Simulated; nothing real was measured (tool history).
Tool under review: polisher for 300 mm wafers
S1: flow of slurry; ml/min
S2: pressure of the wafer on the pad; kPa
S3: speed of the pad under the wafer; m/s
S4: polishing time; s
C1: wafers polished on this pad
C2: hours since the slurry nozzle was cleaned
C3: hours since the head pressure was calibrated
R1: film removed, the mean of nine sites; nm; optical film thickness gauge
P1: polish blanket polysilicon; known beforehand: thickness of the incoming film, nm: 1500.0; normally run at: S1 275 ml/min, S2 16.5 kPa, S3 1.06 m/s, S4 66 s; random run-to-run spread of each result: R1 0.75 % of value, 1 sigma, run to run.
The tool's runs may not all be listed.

Run 1, day 0.429: S1 275 ml/min, S2 16.5 kPa, S3 1.06 m/s, S4 66 s; C1 449; C2 156.5; C3 140.3. Result: R1 419.91 nm.
Run 2, day 0.754: S1 400 ml/min, S2 16.5 kPa, S3 1.06 m/s, S4 66 s; C1 544; C2 164.3; C3 148.1. Result: R1 432.51 nm.
Run 3, day 1.325: S1 275 ml/min, S2 16.5 kPa, S3 1.06 m/s, S4 66 s; C1 710; C2 178; C3 161.8. Result: R1 415.82 nm.
Run 4, day 1.962: S1 275 ml/min, S2 16.5 kPa, S3 0.58 m/s, S4 66 s; C1 897; C2 193.3; C3 177.1. Result: R1 224.66 nm.
Run 5, day 2.6: S1 275 ml/min, S2 16.5 kPa, S3 1.06 m/s, S4 66 s; C1 1083; C2 208.6; C3 192.4. Result: R1 421.53 nm.
Run 6, day 3.129: S1 275 ml/min, S2 12.4 kPa, S3 1.06 m/s, S4 66 s; C1 1238; C2 221.3; C3 205.1. Result: R1 311.55 nm.
Run 7, day 3.492: S1 165 ml/min, S2 16.5 kPa, S3 1.06 m/s, S4 89 s; C1 1343; C2 230; C3 213.8. Result: R1 532.18 nm.
Run 8, day 4.188: S1 275 ml/min, S2 25.5 kPa, S3 1.06 m/s, S4 66 s; C1 1547; C2 246.7; C3 230.5. Result: R1 652.23 nm.
Run 9, day 4.65: S1 275 ml/min, S2 16.5 kPa, S3 1.06 m/s, S4 66 s; C1 1682; C2 257.8; C3 241.6. Result: R1 420.12 nm.
Run 10, day 5.146: S1 275 ml/min, S2 16.5 kPa, S3 1.66 m/s, S4 66 s; C1 1827; C2 269.7; C3 253.5. Result: R1 655.25 nm.
Run 11, day 5.608: S1 275 ml/min, S2 16.5 kPa, S3 1.06 m/s, S4 100 s; C1 1962; C2 280.8; C3 264.6. Result: R1 637.88 nm.
Run 12, day 6.217: S1 190 ml/min, S2 9 kPa, S3 1.06 m/s, S4 66 s; C1 2140; C2 295.4; C3 279.2. Result: R1 219.26 nm.

The next listed run, before its measurement:
Run 13, day 6.788: S1 275 ml/min, S2 16.5 kPa, S3 0.52 m/s, S4 86 s; C1 2306; C2 309.1; C3 292.9. Result: R1 ?.

R1: 268.05 nm

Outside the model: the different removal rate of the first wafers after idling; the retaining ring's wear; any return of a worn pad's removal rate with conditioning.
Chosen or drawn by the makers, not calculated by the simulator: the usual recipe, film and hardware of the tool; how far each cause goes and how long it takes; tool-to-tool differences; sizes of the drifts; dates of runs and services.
